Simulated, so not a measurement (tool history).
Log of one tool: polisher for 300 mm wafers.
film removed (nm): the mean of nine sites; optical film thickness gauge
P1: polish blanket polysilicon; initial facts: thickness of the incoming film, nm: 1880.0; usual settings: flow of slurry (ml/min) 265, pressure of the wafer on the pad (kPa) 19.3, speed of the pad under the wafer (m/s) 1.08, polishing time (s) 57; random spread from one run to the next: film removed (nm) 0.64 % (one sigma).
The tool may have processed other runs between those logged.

| run | hour | flow of slurry (ml/min) | pressure of the wafer on the pad (kPa) | speed of the pad under the wafer (m/s) | polishing time (s) | wafers polished on this pad | hours since the slurry nozzle was cleaned | hours since the head pressure was calibrated | film removed (nm) |
|---|---|---|---|---|---|---|---|---|---|
| 1 | 5.1 | 265 | 19.3 | 1.08 | 57 | 185 | 252.6 | 438.5 | 454.11 |
| 2 | 10.6 | 265 | 19.3 | 1.08 | 57 | 246 | 258.1 | 444.0 | 452.85 |
| 3 | 19.9 | 265 | 13.8 | 1.08 | 57 | 351 | 267.4 | 453.3 | 325.22 |
| 4 | 27.8 | 265 | 19.3 | 0.54 | 57 | 440 | 275.3 | 461.2 | 227.30 |
| 5 | 36.7 | 395 | 19.3 | 1.48 | 57 | 540 | 284.2 | 470.1 | 638.72 |
| 6 | 44.6 | 265 | 19.3 | 1.08 | 57 | 629 | 292.1 | 478.0 | 454.64 |
| 7 | 52.9 | 265 | 19.3 | 1.08 | 26 | 723 | 300.4 | 486.3 | 206.67 |
| 8 | 59.8 | 265 | 29.6 | 1.08 | 57 | 801 | 307.3 | 493.2 | 695.81 |
| 9 | 68.5 | 265 | 19.3 | 1.70 | 57 | 898 | 316.0 | 501.9 | 716.79 |
| 10 | 76.0 | 160 | 19.3 | 1.08 | 57 | 983 | 323.5 | 509.4 | 425.14 |
| 11 | 81.9 | 195 | 26.9 | 1.08 | 57 | 1049 | 329.4 | 515.3 | 606.12 |
| 12 | 88.6 | 265 | 19.3 | 1.08 | 57 | 1125 | 336.1 | 522.0 | 453.94 |
| 13 | 96.2 | 265 | 19.3 | 1.08 | 87 | 1210 | 343.7 | 529.6 | 690.76 |
| 14 | 105.5 | 265 | 19.3 | 1.08 | 57 | 1315 | 353.0 | 538.9 | 449.91 |
| 15 | 113.5 | 360 | 19.3 | 1.08 | 57 | 1405 | 361.0 | 546.9 | 466.73 |
| 16 | 119.6 | 265 | 19.3 | 1.08 | 57 | 1474 | 367.1 | 553.0 | 453.48 |
| 17 | 125.2 | 265 | 19.3 | 1.08 | 57 | 1537 | 372.7 | 558.6 | 443.98 |
| 18 | 133.7 | 265 | 19.3 | 1.08 | 57 | 1633 | 381.2 | 567.1 | 439.72 |
| 19 | 144.2 | 265 | 19.3 | 1.08 | 57 | 1751 | 391.7 | 577.6 | 434.89 |
| 20 | 149.6 | 265 | 19.3 | 1.08 | 57 | 1812 | 397.1 | 583.0 | 433.42 |
| 21 | 154.5 | 265 | 19.3 | 1.08 | 57 | 1867 | 402.0 | 587.9 | 437.23 |
|  | 158.6 | head pressure recalibrated |
| 22 | 161.7 | 265 | 19.3 | 1.08 | 57 | 1948 | 409.2 | 3.2 | 433.94 |
| 23 | 169.8 | 265 | 19.3 | 1.08 | 57 | 2039 | 417.3 | 11.3 | 428.56 |
| 24 | 175.9 | 265 | 19.3 | 1.08 | 57 | 2108 | 423.4 | 17.4 | 432.64 |
| 25 | 181.6 | 265 | 19.3 | 1.08 | 57 | 2172 | 429.1 | 23.1 | 427.30 |
| 26 | 189.7 | 265 | 19.3 | 1.08 | 57 | 2263 | 437.2 | 31.2 | 435.89 |
| 27 | 198.1 | 265 | 19.3 | 1.08 | 57 | 2358 | 445.6 | 39.6 | 431.37 |

The output of P1 has drifted from where it used to be. Each of the 2 causes below, taken at the size shown beside it, accounts for the log equally well:
A: slurry flow missing at the pad, % = 33.3
B: removal rate lost through wear of the pad, % = 4.88
The process output started creeping at around hour 119.6.
The rest of the possible causes, and what rules out each one:
head's pressure below its setpoint, %: its service at hour 158.6 followed the start of the drift and did not put the process back to its old value

You are offered 4 check runs, listed below with question marks in place of their results; each one averages 3 wafers. Which run separates the listed causes by giving clearly different results for each?
| check 1 | 206.5 | 160 | 19.3 | 1.68 | 57 |  |  |  | ? |
| check 2 | 206.5 | 265 | 19.3 | 1.08 | 32 |  |  |  | ? |
| check 3 | 206.5 | 265 | 29.6 | 1.08 | 85 |  |  |  | ? |
| check 4 | 206.5 | 265 | 19.3 | 0.82 | 87 |  |  |  | ? |

Predicted outcomes, by check and by cause:
| check | result | if A | if B |
|---|---|---|---|
| check 1 | film removed (nm) | 609.73 | 628.36 |
| check 2 | film removed (nm) | 242.15 | 242.18 |
| check 3 | film removed (nm) | 987.78 | 987.91 |
| check 4 | film removed (nm) | 499.85 | 499.92 |
Minimum pairwise separation of causes per check, each pair taken at its best-separating result: check 1 3.01 %; check 2 0.01 %; check 3 0.01 %; check 4 0.01 %
Check 1 tells the causes apart: in the others they would give nearly the same result.

Then check 1 was run and gave: film removed (nm) 628.52. Which cause is it?

The correct cause is B, namely: removal rate lost through wear of the pad, %.
